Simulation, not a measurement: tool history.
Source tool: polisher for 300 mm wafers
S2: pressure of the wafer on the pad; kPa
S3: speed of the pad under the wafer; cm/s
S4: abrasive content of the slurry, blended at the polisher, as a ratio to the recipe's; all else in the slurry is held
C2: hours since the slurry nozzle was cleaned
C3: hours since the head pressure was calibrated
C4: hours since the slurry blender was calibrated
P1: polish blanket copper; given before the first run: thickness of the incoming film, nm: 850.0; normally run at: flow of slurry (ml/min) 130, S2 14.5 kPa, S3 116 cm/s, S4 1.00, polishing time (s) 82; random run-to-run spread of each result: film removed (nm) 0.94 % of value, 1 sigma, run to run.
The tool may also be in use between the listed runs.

run 1 day=0.362 | flow_of_slurry_(ml/min)=130 S2=14.5 S3=116 S4=1.00 polishing_time_(s)=82 | wafers_polished_on_this_pad=372 C2=298.6 C3=738.9 C4=61.9 | film_removed_(nm)=193.850
run 2 day=0.754 | flow_of_slurry_(ml/min)=130 S2=14.5 S3=116 S4=1.00 polishing_time_(s)=82 | wafers_polished_on_this_pad=485 C2=308.0 C3=748.3 C4=71.3 | film_removed_(nm)=196.950
run 3 day=1.438 | flow_of_slurry_(ml/min)=130 S2=14.5 S3=116 S4=1.00 polishing_time_(s)=114 | wafers_polished_on_this_pad=681 C2=324.4 C3=764.7 C4=87.7 | film_removed_(nm)=265.870
run 4 day=1.871 | flow_of_slurry_(ml/min)=130 S2=14.5 S3=174 S4=1.00 polishing_time_(s)=82 | wafers_polished_on_this_pad=806 C2=334.8 C3=775.1 C4=98.1 | film_removed_(nm)=288.920
run 5 day=2.375 | flow_of_slurry_(ml/min)=130 S2=14.5 S3=116 S4=1.45 polishing_time_(s)=82 | wafers_polished_on_this_pad=951 C2=346.9 C3=787.2 C4=110.2 | film_removed_(nm)=212.470
run 6 day=2.942 | flow_of_slurry_(ml/min)=130 S2=14.5 S3=56 S4=1.00 polishing_time_(s)=82 | wafers_polished_on_this_pad=1113 C2=360.5 C3=800.8 C4=123.8 | film_removed_(nm)=94.724
run 7 day=3.492 | flow_of_slurry_(ml/min)=130 S2=7.6 S3=116 S4=1.00 polishing_time_(s)=82 | wafers_polished_on_this_pad=1271 C2=373.7 C3=814.0 C4=137.0 | film_removed_(nm)=101.420
run 8 day=4.054 | flow_of_slurry_(ml/min)=130 S2=14.5 S3=116 S4=1.00 polishing_time_(s)=53 | wafers_polished_on_this_pad=1433 C2=387.2 C3=827.5 C4=150.5 | film_removed_(nm)=124.430
run 9 day=4.592 | flow_of_slurry_(ml/min)=130 S2=14.5 S3=176 S4=1.00 polishing_time_(s)=61 | wafers_polished_on_this_pad=1588 C2=400.1 C3=840.4 C4=163.4 | film_removed_(nm)=218.490
run 10 day=5.050 | flow_of_slurry_(ml/min)=130 S2=14.5 S3=116 S4=1.00 polishing_time_(s)=82 | wafers_polished_on_this_pad=1719 C2=411.1 C3=851.4 C4=174.4 | film_removed_(nm)=191.750
run 11 day=5.738 | flow_of_slurry_(ml/min)=195 S2=14.5 S3=116 S4=1.00 polishing_time_(s)=82 | wafers_polished_on_this_pad=1917 C2=427.6 C3=867.9 C4=190.9 | film_removed_(nm)=206.090
run 12 day=6.192 | flow_of_slurry_(ml/min)=80 S2=14.5 S3=116 S4=1.00 polishing_time_(s)=82 | wafers_polished_on_this_pad=2047 C2=438.5 C3=878.8 C4=201.8 | film_removed_(nm)=173.960
run 13 day=6.525 | flow_of_slurry_(ml/min)=130 S2=6.9 S3=52 S4=1.00 polishing_time_(s)=82 | wafers_polished_on_this_pad=2143 C2=446.5 C3=886.8 C4=209.8 | film_removed_(nm)=40.685
run 14 day=7.067 | flow_of_slurry_(ml/min)=130 S2=19.3 S3=116 S4=1.00 polishing_time_(s)=82 | wafers_polished_on_this_pad=2299 C2=459.5 C3=899.8 C4=222.8 | film_removed_(nm)=253.200
run 15 day=7.538 | flow_of_slurry_(ml/min)=130 S2=14.5 S3=116 S4=1.00 polishing_time_(s)=82 | wafers_polished_on_this_pad=2434 C2=470.8 C3=911.1 C4=234.1 | film_removed_(nm)=193.260
run 16 day=8.225 | flow_of_slurry_(ml/min)=130 S2=14.5 S3=116 S4=1.00 polishing_time_(s)=82 | wafers_polished_on_this_pad=2632 C2=487.3 C3=927.6 C4=250.6 | film_removed_(nm)=192.950
run 17 day=8.662 | flow_of_slurry_(ml/min)=130 S2=14.5 S3=116 S4=1.00 polishing_time_(s)=82 | wafers_polished_on_this_pad=2757 C2=497.8 C3=938.1 C4=261.1 | film_removed_(nm)=192.030
run 18 day=9.250 | flow_of_slurry_(ml/min)=130 S2=14.5 S3=116 S4=0.60 polishing_time_(s)=82 | wafers_polished_on_this_pad=2926 C2=511.9 C3=952.2 C4=275.2 | film_removed_(nm)=172.320
run 19 day=9.617 | flow_of_slurry_(ml/min)=85 S2=14.5 S3=116 S4=0.60 polishing_time_(s)=82 | wafers_polished_on_this_pad=3032 C2=520.7 C3=961.0 C4=284.0 | film_removed_(nm)=156.300
run 20 day=10.092 | flow_of_slurry_(ml/min)=130 S2=14.5 S3=116 S4=1.00 polishing_time_(s)=82 | wafers_polished_on_this_pad=3168 C2=532.1 C3=972.4 C4=295.4 | film_removed_(nm)=193.710
run 21 day=10.542 | flow_of_slurry_(ml/min)=130 S2=14.5 S3=116 S4=1.00 polishing_time_(s)=82 | wafers_polished_on_this_pad=3297 C2=542.9 C3=983.2 C4=306.2 | film_removed_(nm)=186.850
run 22 day=10.858 | flow_of_slurry_(ml/min)=130 S2=14.5 S3=116 S4=1.00 polishing_time_(s)=82 | wafers_polished_on_this_pad=3388 C2=550.5 C3=990.8 C4=313.8 | film_removed_(nm)=178.200
run 23 day=11.425 | flow_of_slurry_(ml/min)=130 S2=14.5 S3=116 S4=1.00 polishing_time_(s)=82 | wafers_polished_on_this_pad=3551 C2=564.1 C3=1004.4 C4=327.4 | film_removed_(nm)=177.560
run 24 day=11.917 | flow_of_slurry_(ml/min)=130 S2=14.5 S3=116 S4=1.00 polishing_time_(s)=82 | wafers_polished_on_this_pad=3693 C2=575.9 C3=1016.2 C4=339.2 | film_removed_(nm)=176.660
-- day=12.050 head pressure recalibrated
run 25 day=12.417 | flow_of_slurry_(ml/min)=130 S2=14.5 S3=116 S4=1.00 polishing_time_(s)=82 | wafers_polished_on_this_pad=3836 C2=587.9 C3=8.8 C4=351.2 | film_removed_(nm)=171.210

Predict the results of run 26:
run 26 day=12.917 | flow_of_slurry_(ml/min)=130 S2=14.5 S3=116 S4=1.00 polishing_time_(s)=82 | wafers_polished_on_this_pad=3980 C2=599.9 C3=20.8 C4=363.2 | film_removed_(nm)=?

Run 26 gave film removed (nm) 172.990.
